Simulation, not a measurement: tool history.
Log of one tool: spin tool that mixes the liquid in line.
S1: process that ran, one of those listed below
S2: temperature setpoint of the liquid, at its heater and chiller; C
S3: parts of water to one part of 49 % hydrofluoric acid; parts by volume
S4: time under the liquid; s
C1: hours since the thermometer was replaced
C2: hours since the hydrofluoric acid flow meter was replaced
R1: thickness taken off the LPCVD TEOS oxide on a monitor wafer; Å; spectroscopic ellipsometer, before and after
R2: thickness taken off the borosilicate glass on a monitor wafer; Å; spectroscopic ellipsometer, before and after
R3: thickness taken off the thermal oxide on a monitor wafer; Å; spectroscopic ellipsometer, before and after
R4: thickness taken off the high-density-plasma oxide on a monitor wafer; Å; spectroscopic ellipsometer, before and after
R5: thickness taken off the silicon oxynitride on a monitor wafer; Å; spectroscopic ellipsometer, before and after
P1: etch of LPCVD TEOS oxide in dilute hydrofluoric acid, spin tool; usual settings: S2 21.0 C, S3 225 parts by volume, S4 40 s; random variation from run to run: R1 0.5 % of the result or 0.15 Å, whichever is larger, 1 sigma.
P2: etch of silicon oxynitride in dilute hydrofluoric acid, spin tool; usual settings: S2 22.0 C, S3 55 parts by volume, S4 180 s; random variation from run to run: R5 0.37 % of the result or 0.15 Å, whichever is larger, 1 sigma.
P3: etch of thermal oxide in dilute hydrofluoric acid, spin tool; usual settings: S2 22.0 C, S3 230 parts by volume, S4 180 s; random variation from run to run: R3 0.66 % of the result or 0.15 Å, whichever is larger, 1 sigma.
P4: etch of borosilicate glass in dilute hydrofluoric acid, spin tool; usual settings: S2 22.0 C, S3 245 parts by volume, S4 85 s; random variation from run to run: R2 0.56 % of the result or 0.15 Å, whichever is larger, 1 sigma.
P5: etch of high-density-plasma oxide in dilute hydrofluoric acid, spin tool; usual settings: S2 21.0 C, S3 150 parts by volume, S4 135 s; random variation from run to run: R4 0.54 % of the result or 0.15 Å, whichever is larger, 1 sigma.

| run | hour | S1 | S2 | S3 | S4 | C1 | C2 | R1 | R2 | R3 | R4 | R5 |
|---|---|---|---|---|---|---|---|---|---|---|---|---|
| 1 | 18.4 | P1 | 21.0 | 225 | 40 | 934.0 | 226.5 | 43.005 |  |  |  |  |
| 2 | 28.6 | P4 | 22.0 | 245 | 25 | 944.2 | 236.7 |  | 26.171 |  |  |  |
| 3 | 45.0 | P1 | 27.0 | 225 | 40 | 960.6 | 253.1 | 52.814 |  |  |  |  |
| 4 | 58.9 | P1 | 17.0 | 225 | 40 | 974.5 | 267.0 | 36.690 |  |  |  |  |
| 5 | 70.3 | P3 | 28.5 | 230 | 180 | 985.9 | 278.4 |  |  | 37.4110 |  |  |
| 6 | 87.1 | P5 | 27.0 | 150 | 135 | 1002.7 | 295.2 |  |  |  | 55.821 |  |
| 7 | 105.7 | P1 | 25.5 | 305 | 40 | 1021.3 | 313.8 | 34.522 |  |  |  |  |
| 8 | 119.6 | P1 | 28.5 | 225 | 15 | 1035.2 | 327.7 | 21.324 |  |  |  |  |
| 9 | 134.8 | P5 | 21.0 | 150 | 135 | 1050.4 | 342.9 |  |  |  | 44.751 |  |
| 10 | 152.3 | P1 | 21.0 | 225 | 65 | 1067.9 | 360.4 | 69.853 |  |  |  |  |
| 11 | 168.3 | P3 | 22.0 | 230 | 180 | 1083.9 | 376.4 |  |  | 29.8260 |  |  |
| 12 | 182.1 | P2 | 17.0 | 55 | 180 | 1097.7 | 390.2 |  |  |  |  | 116.36 |
| 13 | 197.9 | P4 | 26.0 | 245 | 85 | 1113.5 | 406.0 |  | 102.440 |  |  |  |
| 14 | 208.7 | P1 | 21.0 | 225 | 40 | 1124.3 | 416.8 | 42.891 |  |  |  |  |
|  | 215.8 | hydrofluoric acid flow meter replaced |
| 15 | 221.2 | P1 | 21.0 | 225 | 40 | 1136.8 | 5.5 | 43.239 |  |  |  |  |
| 16 | 229.9 | P1 | 21.0 | 225 | 40 | 1145.5 | 14.2 | 43.246 |  |  |  |  |
| 17 | 245.4 | P5 | 21.0 | 150 | 135 | 1161.0 | 29.7 |  |  |  | 44.232 |  |
| 18 | 263.4 | P3 | 22.0 | 230 | 35 | 1179.0 | 47.7 |  |  | 5.8491 |  |  |
| 19 | 274.7 | P2 | 22.0 | 25 | 180 | 1190.3 | 59.0 |  |  |  |  | 334.17 |
| 20 | 284.5 | P1 | 21.0 | 340 | 40 | 1200.1 | 68.8 | 25.454 |  |  |  |  |
| 21 | 296.9 | P5 | 21.0 | 150 | 205 | 1212.5 | 81.2 |  |  |  | 67.346 |  |
| 22 | 309.5 | P4 | 22.0 | 245 | 85 | 1225.1 | 93.8 |  | 87.544 |  |  |  |
| 23 | 324.2 | P2 | 22.0 | 55 | 265 | 1239.8 | 108.5 |  |  |  |  | 220.00 |
| 24 | 337.4 | P1 | 17.0 | 365 | 40 | 1253.0 | 121.7 | 20.197 |  |  |  |  |
| 25 | 346.9 | P4 | 22.0 | 245 | 85 | 1262.5 | 131.2 |  | 88.306 |  |  |  |
| 26 | 360.5 | P1 | 21.0 | 225 | 15 | 1276.1 | 144.8 | 15.707 |  |  |  |  |
| 27 | 375.6 | P4 | 22.0 | 345 | 85 | 1291.2 | 159.9 |  | 57.283 |  |  |  |
| 28 | 385.9 | P5 | 21.0 | 235 | 135 | 1301.5 | 170.2 |  |  |  | 25.966 |  |
| 29 | 402.2 | P2 | 22.0 | 55 | 180 | 1317.8 | 186.5 |  |  |  |  | 149.47 |
| 30 | 410.7 | P1 | 21.0 | 95 | 40 | 1326.3 | 195.0 | 116.670 |  |  |  |  |
| 31 | 424.6 | P3 | 22.0 | 55 | 180 | 1340.2 | 208.9 |  |  | 152.5700 |  |  |
| 32 | 438.7 | P1 | 21.0 | 225 | 40 | 1354.3 | 223.0 | 42.789 |  |  |  |  |
| 33 | 452.7 | P1 | 21.0 | 225 | 40 | 1368.3 | 237.0 | 42.984 |  |  |  |  |
| 34 | 468.3 | P1 | 21.0 | 225 | 40 | 1383.9 | 252.6 | 41.993 |  |  |  |  |
| 35 | 487.2 | P1 | 21.0 | 225 | 40 | 1402.8 | 271.5 | 40.570 |  |  |  |  |
| 36 | 506.4 | P1 | 21.0 | 225 | 40 | 1422.0 | 290.7 | 39.986 |  |  |  |  |
| 37 | 520.1 | P1 | 21.0 | 225 | 40 | 1435.7 | 304.4 | 39.924 |  |  |  |  |
| 38 | 536.0 | P1 | 21.0 | 225 | 40 | 1451.6 | 320.3 | 39.737 |  |  |  |  |
| 39 | 549.1 | P1 | 21.0 | 225 | 40 | 1464.7 | 333.4 | 39.307 |  |  |  |  |
| 40 | 562.4 | P1 | 21.0 | 225 | 40 | 1478.0 | 346.7 | 39.778 |  |  |  |  |
| 41 | 573.0 | P1 | 21.0 | 225 | 40 | 1488.6 | 357.3 | 39.620 |  |  |  |  |
| 42 | 589.1 | P1 | 21.0 | 225 | 40 | 1504.7 | 373.4 | 39.246 |  |  |  |  |

What P1 gives has crept away from where it was. These 2 causes fit the log equally well, each at the size given:
A: liquid colder than its thermometer reads (K) = 2.25
B: hydrofluoric acid flow below the setpoint (%) = 6.75
The creep began at about hour 452.7.

4 check runs are offered, one wafer each, their results left as question marks. Which one tells the causes apart?
| check 1 | 605.2 | P5 | 21.0 | 150 | 135 |  |  |  |  |  | ? |  |
| check 2 | 605.2 | P4 | 22.0 | 245 | 85 |  |  |  | ? |  |  |  |
| check 3 | 605.2 | P3 | 22.0 | 230 | 180 |  |  |  |  | ? |  |  |
| check 4 | 605.2 | P2 | 22.0 | 55 | 180 |  |  |  |  |  |  | ? |

What each check would give under each cause:
| check | result | if A | if B |
|---|---|---|---|
| check 1 | R4 | 40.429 | 40.764 |
| check 2 | R2 | 81.294 | 81.026 |
| check 3 | R3 | 27.5350 | 27.4860 |
| check 4 | R5 | 133.82 | 139.17 |
How far apart the two closest causes lie, in the result that separates them most: check 1 0.83 %; check 2 0.33 %; check 3 0.18 %; check 4 3.92 %
Only check 4 tells the causes apart: in the others they would give nearly the same result.

Check 4 was then run and gave: R5 138.74 Å. Which cause is it?

It is B: hydrofluoric acid flow below the setpoint (%).

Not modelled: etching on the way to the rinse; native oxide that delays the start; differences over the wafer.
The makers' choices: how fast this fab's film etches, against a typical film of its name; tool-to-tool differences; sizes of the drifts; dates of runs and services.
